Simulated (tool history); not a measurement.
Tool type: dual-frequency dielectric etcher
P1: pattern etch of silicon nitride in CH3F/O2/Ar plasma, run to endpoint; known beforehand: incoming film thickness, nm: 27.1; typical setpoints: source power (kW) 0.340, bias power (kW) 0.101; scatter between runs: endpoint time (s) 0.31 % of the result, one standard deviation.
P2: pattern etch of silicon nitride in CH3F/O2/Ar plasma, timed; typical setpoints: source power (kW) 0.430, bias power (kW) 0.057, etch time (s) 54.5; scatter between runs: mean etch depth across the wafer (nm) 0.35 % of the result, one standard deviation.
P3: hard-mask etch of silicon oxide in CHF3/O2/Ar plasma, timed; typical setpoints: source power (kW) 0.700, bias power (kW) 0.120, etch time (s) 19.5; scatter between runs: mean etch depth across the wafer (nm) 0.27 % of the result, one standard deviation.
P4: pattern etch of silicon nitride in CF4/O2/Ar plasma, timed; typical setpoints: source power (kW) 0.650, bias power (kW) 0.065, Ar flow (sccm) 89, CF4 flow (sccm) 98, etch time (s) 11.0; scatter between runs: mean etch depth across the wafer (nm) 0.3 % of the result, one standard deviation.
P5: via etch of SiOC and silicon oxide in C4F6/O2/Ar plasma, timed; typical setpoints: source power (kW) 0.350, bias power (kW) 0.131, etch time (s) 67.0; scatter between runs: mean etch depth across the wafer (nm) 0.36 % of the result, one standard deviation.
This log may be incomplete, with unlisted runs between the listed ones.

run	hour	process that ran	source power (kW)	bias power (kW)	Ar flow (sccm)	CF4 flow (sccm)	etch time (s)	hours since the last wet clean	hours since the last source power generator calibration	hours since the last bias power generator calibration	endpoint time (s)	mean etch depth across the wafer (nm)
1	6.8	P1	0.340	0.101				79.9	3801.3	1578.4	38.222	
2	12.7	P1	0.340	0.101				85.8	3807.2	1584.3	38.255	
3	16.4	P1	0.280	0.081				89.5	3810.9	1588.0	44.554	
4	20.4	P4	0.650	0.065	89	98	11.0	93.5	3814.9	1592.0		28.715
5	27.0	P1	0.340	0.101				100.1	3821.5	1598.6	38.196	
6	31.1	P1	0.340	0.101				104.2	3825.6	1602.7	38.282	
7	35.8	P3	0.700	0.120			19.5	108.9	3830.3	1607.4		36.319
8	39.7	P5	0.350	0.131			67.0	112.8	3834.2	1611.3		67.103
9	44.9	P2	0.430	0.057			54.5	118.0	3839.4	1616.5		37.274
10	48.8	P4	0.380	0.065	89	98	11.0	121.9	3843.3	1620.4		17.844
11	52.6	P1	0.340	0.101				125.7	3847.1	1624.2	38.152	
12	58.8	P5	0.350	0.131			98.5	131.9	3853.3	1630.4		98.409
# hour 60.7: source power generator calibrated
13	61.8	P2	0.430	0.057			54.5	134.9	1.2	1633.4		37.189
14	66.2	P4	0.650	0.065	89	58	11.0	139.3	5.6	1637.8		26.959
15	71.3	P4	0.650	0.046	89	98	11.0	144.4	10.7	1642.9		25.277
16	77.1	P4	0.650	0.065	89	98	6.0	150.2	16.5	1648.7		15.588
17	80.5	P4	0.650	0.065	89	98	11.0	153.6	19.9	1652.1		28.764
18	86.5	P1	0.340	0.065				159.6	25.9	1658.1	44.593	
19	91.7	P1	0.240	0.101				164.8	31.1	1663.3	43.721	
20	96.4	P2	0.430	0.057			37.0	169.5	35.8	1668.0		25.274
21	103.2	P1	0.450	0.101				176.3	42.6	1674.8	34.350	
22	108.6	P3	0.480	0.120			19.5	181.7	48.0	1680.2		31.392
23	112.5	P3	0.700	0.083			19.5	185.6	51.9	1684.1		32.824
24	118.9	P3	0.700	0.120			15.0	192.0	58.3	1690.5		28.094
25	122.7	P1	0.340	0.101				195.8	62.1	1694.3	38.250	
26	128.1	P5	0.350	0.105			67.0	201.2	67.5	1699.7		62.674
27	134.2	P1	0.340	0.101				207.3	73.6	1705.8	38.088	
28	139.9	P4	0.650	0.065	58	98	11.0	213.0	79.3	1711.5		29.807
29	144.8	P1	0.340	0.137				217.9	84.2	1716.4	34.108	
30	148.6	P2	0.430	0.046			54.5	221.7	88.0	1720.2		34.624
31	154.1	P2	0.270	0.057			54.5	227.2	93.5	1725.7		30.934
32	159.7	P5	0.420	0.131			67.0	232.8	99.1	1731.3		72.397
33	164.7	P1	0.340	0.101				237.8	104.1	1736.3	38.249	
34	168.1	P1	0.340	0.101				241.2	107.5	1739.7	38.480	
35	174.1	P1	0.340	0.101				247.2	113.5	1745.7	38.463	
36	177.3	P1	0.340	0.101				250.4	116.7	1748.9	38.667	
37	183.6	P1	0.340	0.101				256.7	123.0	1755.2	39.051	
# hour 184.4: wet clean of the chamber
38	189.6	P1	0.340	0.101				5.3	129.0	1761.2	38.766	
39	195.8	P1	0.340	0.101				11.5	135.2	1767.4	38.973	
40	201.7	P1	0.340	0.101				17.4	141.1	1773.3	38.785	

Compared with where it was, what P1 gives has crept away. Each cause listed below fits the log as well as the rest, at the size given for it:
A: source power that arrives under what is set, % = 4.16
B: bias power that arrives under what is set, % = 4.16
The onset of the drift is placed at about hour 164.7.
All other causes, with the reason each is excluded:
chamber walls in a state that lowers the etch rate, %: serviced at hour 184.4, after the drift had started, without restoring the earlier output

Each of the check runs listed below is run on 2 wafers and reports their average, with the results left as question marks. Pick the one under which the possible causes would lead to clearly different results.
check 1	207.6	P4	0.650	0.065	89	98	11.0					?
check 2	207.6	P2	0.430	0.057			54.5					?
check 3	207.6	P5	0.350	0.131			67.0					?
check 4	207.6	P3	0.700	0.120			19.5					?

What every check run would give for each of its results, assuming each possible cause in turn:
check	result	if A	if B
check 1	mean etch depth across the wafer (nm)	27.562	28.139
check 2	mean etch depth across the wafer (nm)	36.532	36.634
check 3	mean etch depth across the wafer (nm)	65.900	66.158
check 4	mean etch depth across the wafer (nm)	35.780	35.920
Separation of the two closest causes in each check, using whichever result separates them best: check 1 2.07 %; check 2 0.28 %; check 3 0.39 %; check 4 0.39 %
Check 1 is the one run that separates the causes; every other check would come out nearly the same whichever cause is at work.

With check 1 done, the readings were: mean etch depth across the wafer (nm) 27.596. Identify which of the listed causes applies.

A is the cause: source power that arrives under what is set, %.
